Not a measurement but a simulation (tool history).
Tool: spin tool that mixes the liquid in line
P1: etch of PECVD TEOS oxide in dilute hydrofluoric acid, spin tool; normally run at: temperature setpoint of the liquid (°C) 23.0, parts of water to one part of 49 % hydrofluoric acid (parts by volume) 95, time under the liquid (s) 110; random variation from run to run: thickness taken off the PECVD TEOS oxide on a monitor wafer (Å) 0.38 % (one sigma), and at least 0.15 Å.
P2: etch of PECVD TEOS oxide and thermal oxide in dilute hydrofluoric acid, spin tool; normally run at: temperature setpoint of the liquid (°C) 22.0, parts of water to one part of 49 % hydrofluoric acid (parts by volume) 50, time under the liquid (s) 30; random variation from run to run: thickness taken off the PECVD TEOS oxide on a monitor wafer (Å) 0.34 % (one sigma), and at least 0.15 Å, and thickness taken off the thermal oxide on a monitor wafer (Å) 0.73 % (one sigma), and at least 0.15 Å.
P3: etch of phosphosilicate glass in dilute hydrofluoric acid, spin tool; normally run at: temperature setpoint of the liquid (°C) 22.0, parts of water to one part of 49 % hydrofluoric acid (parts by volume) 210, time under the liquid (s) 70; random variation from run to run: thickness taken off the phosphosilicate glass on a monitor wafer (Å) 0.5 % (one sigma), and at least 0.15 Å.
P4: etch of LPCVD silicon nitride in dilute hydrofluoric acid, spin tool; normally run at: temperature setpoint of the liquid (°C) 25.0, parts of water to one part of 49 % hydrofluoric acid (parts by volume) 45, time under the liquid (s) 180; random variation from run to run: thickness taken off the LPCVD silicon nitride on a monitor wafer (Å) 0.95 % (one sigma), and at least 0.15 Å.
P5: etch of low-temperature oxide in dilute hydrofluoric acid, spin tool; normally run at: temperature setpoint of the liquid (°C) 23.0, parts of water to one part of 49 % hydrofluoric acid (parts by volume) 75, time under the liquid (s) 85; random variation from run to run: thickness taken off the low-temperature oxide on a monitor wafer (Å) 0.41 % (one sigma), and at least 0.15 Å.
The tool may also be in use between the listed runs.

run   hour  process that ran  temperature setpoint of the liquid (°C)  parts of water to one part of 49 % hydrofluoric acid (parts by volume)  time under the liquid (s)  hours since the thermometer was replaced  hours since the hydrofluoric acid flow meter was replaced  thickness taken off the PECVD TEOS oxide on a monitor wafer (Å)  thickness taken off the low-temperature oxide on a monitor wafer (Å)  thickness taken off the thermal oxide on a monitor wafer (Å)  thickness taken off the phosphosilicate glass on a monitor wafer (Å)  thickness taken off the LPCVD silicon nitride on a monitor wafer (Å)
  1    6.1                P1                                     23.0                                                                      95                        110                                     637.9                                                      708.5                                                          193.340
  2   11.1                P1                                     17.5                                                                      95                        110                                     642.9                                                      713.5                                                          154.510
  3   15.3                P1                                     23.0                                                                      95                         20                                     647.1                                                      717.7                                                           35.440
  4   21.2                P5                                     17.0                                                                      75                         85                                     653.0                                                      723.6                                                                                                                                170.160
  5   26.9                P2                                     26.5                                                                      50                         30                                     658.7                                                      729.3                                                          204.800                                                                                                                              33.956
  6   32.3                P1                                     23.0                                                                      50                        110                                     664.1                                                      734.7                                                          390.410
  7   36.8                P1                                     17.5                                                                      95                         20                                     668.6                                                      739.2                                                           27.792
  8   42.0                P3                                     22.0                                                                     305                         70                                     673.8                                                      744.4                                                                                                                                                                                                                                                                     211.25
  9   48.2                P2                                     22.0                                                                      50                         15                                     680.0                                                      750.6                                                           85.179                                                                                                                              13.957
 10   53.1                P1                                     23.0                                                                      95                        110                                     684.9                                                      755.5                                                          193.500
 11   58.1                P5                                     23.0                                                                      75                         85                                     689.9                                                      760.5                                                                                                                                219.070
 12   61.4                P3                                     22.0                                                                     210                         70                                     693.2                                                      763.8                                                                                                                                                                                                                                                                     336.32
 13   66.5                P5                                     23.0                                                                     125                         85                                     698.3                                                      768.9                                                                                                                                122.980
 14   69.7                P1                                     23.0                                                                      95                        170                                     701.5                                                      772.1                                                          298.440
 15   74.7                P2                                     22.0                                                                      50                         30                                     706.5                                                      777.1                                                          170.970                                                                                                                              27.636
 16   81.0                P1                                     23.0                                                                      95                        110                                     712.8                                                      783.4                                                          194.930
 17   87.3                P1                                     27.5                                                                      95                        185                                     719.1                                                      789.7                                                          389.910
 18   93.4                P4                                     25.0                                                                      20                        180                                     725.2                                                      795.8                                                                                                                                                                                                                                                                                                                                          44.4350
 19   96.5                P1                                     23.0                                                                     165                        110                                     728.3                                                      798.9                                                          103.420
 20   99.8                P3                                     22.0                                                                     210                        115                                     731.6                                                      802.2                                                                                                                                                                                                                                                                     555.44
 21  104.5                P4                                     18.5                                                                      45                        180                                     736.3                                                      806.9                                                                                                                                                                                                                                                                                                                                          13.2110
 22  108.1                P3                                     22.0                                                                     210                         70                                     739.9                                                      810.5                                                                                                                                                                                                                                                                     336.00
 23  113.6                P2                                     22.0                                                                      50                         30                                     745.4                                                      816.0                                                          170.890                                                                                                                              28.389
 24  120.2                P1                                     23.0                                                                      95                        110                                     752.0                                                      822.6                                                          195.110
 25  126.7                P1                                     23.0                                                                      95                        110                                     758.5                                                      829.1                                                          193.840
 26  129.7                P4                                     25.0                                                                      45                         55                                     761.5                                                      832.1                                                                                                                                                                                                                                                                                                                                           6.4216
 27  134.7                P4                                     25.0                                                                      45                        180                                     766.5                                                      837.1                                                                                                                                                                                                                                                                                                                                          20.3950
 28  139.6                P1                                     23.0                                                                      95                        110                                     771.4                                                      842.0                                                          194.360
 29  143.9                P5                                     23.0                                                                      75                         15                                     775.7                                                      846.3                                                                                                                                 38.669
 30  148.1                P1                                     29.5                                                                      95                        110                                     779.9                                                      850.5                                                          252.730
 31  154.0                P1                                     23.0                                                                      95                        110                                     785.8                                                      856.4                                                          194.770
 32  158.1                P2                                     22.0                                                                      20                         30                                     789.9                                                      860.5                                                          441.790                                                                                                                              73.667
 33  163.5                P3                                     17.0                                                                     210                         70                                     795.3                                                      865.9                                                                                                                                                                                                                                                                     277.04
 34  167.4                P1                                     23.0                                                                      95                        110                                     799.2                                                      869.8                                                          194.630
 35  171.3                P1                                     23.0                                                                      95                        110                                     803.1                                                      873.7                                                          190.540
 36  177.5                P1                                     23.0                                                                      95                        110                                     809.3                                                      879.9                                                          184.320
 37  182.4                P1                                     23.0                                                                      95                        110                                     814.2                                                      884.8                                                          182.480
 38  186.6                P1                                     23.0                                                                      95                        110                                     818.4                                                      889.0                                                          180.820
 39  189.9                P1                                     23.0                                                                      95                        110                                     821.7                                                      892.3                                                          180.860
 40  195.5                P1                                     23.0                                                                      95                        110                                     827.3                                                      897.9                                                          179.880
 41  200.1                P1                                     23.0                                                                      95                        110                                     831.9                                                      902.5                                                          180.040
 42  204.9                P1                                     23.0                                                                      95                        110                                     836.7                                                      907.3                                                          179.090
 43  209.6                P1                                     23.0                                                                      95                        110                                     841.4                                                      912.0                                                          177.720
 44  215.8                P1                                     23.0                                                                      95                        110                                     847.6                                                      918.2                                                          177.590

What P1 gives has crept away from where it was. These 2 causes fit the log equally well, each at the size given:
A: hydrofluoric acid flow below the setpoint (%) = 7.42
B: liquid colder than its thermometer reads (K) = 2.13
The creep began at about hour 167.4.

4 check runs are offered, each on 2 wafers whose results are averaged, their results left as question marks. Which one tells the causes apart?
check 1  222.0                P5                                     23.0                                                                     110                         85                                                                                                                                                                                                                                           ?
check 2  222.0                P2                                     25.0                                                                      50                         30                                                                                                                                                                     ?                                                                                                                                   ?
check 3  222.0                P4                                     19.5                                                                      30                        180                                                                                                                                                                                                                                                                                                                                                                                                                                                     ?
check 4  222.0                P3                                     18.0                                                                     210                         95                                                                                                                                                                                                                                                                                                                                                                               ?

What each check would give under each cause:
  check                                                                result     if A     if B
check 1  thickness taken off the low-temperature oxide on a monitor wafer (Å)  131.200  131.470
check 2       thickness taken off the PECVD TEOS oxide on a monitor wafer (Å)  178.050  177.140
check 2          thickness taken off the thermal oxide on a monitor wafer (Å)   29.154   29.005
check 3  thickness taken off the LPCVD silicon nitride on a monitor wafer (Å)  19.3600  17.9270
check 4  thickness taken off the phosphosilicate glass on a monitor wafer (Å)   357.93   360.81
How far apart the two closest causes lie, in the result that separates them most: check 1 0.21 %; check 2 0.51 %; check 3 7.69 %; check 4 0.8 %
Only check 3 tells the causes apart: in the others they would give nearly the same result.

Check 3 was then run and gave: thickness taken off the LPCVD silicon nitride on a monitor wafer (Å) 17.8040. Which cause is it?

It is B: liquid colder than its thermometer reads (K).
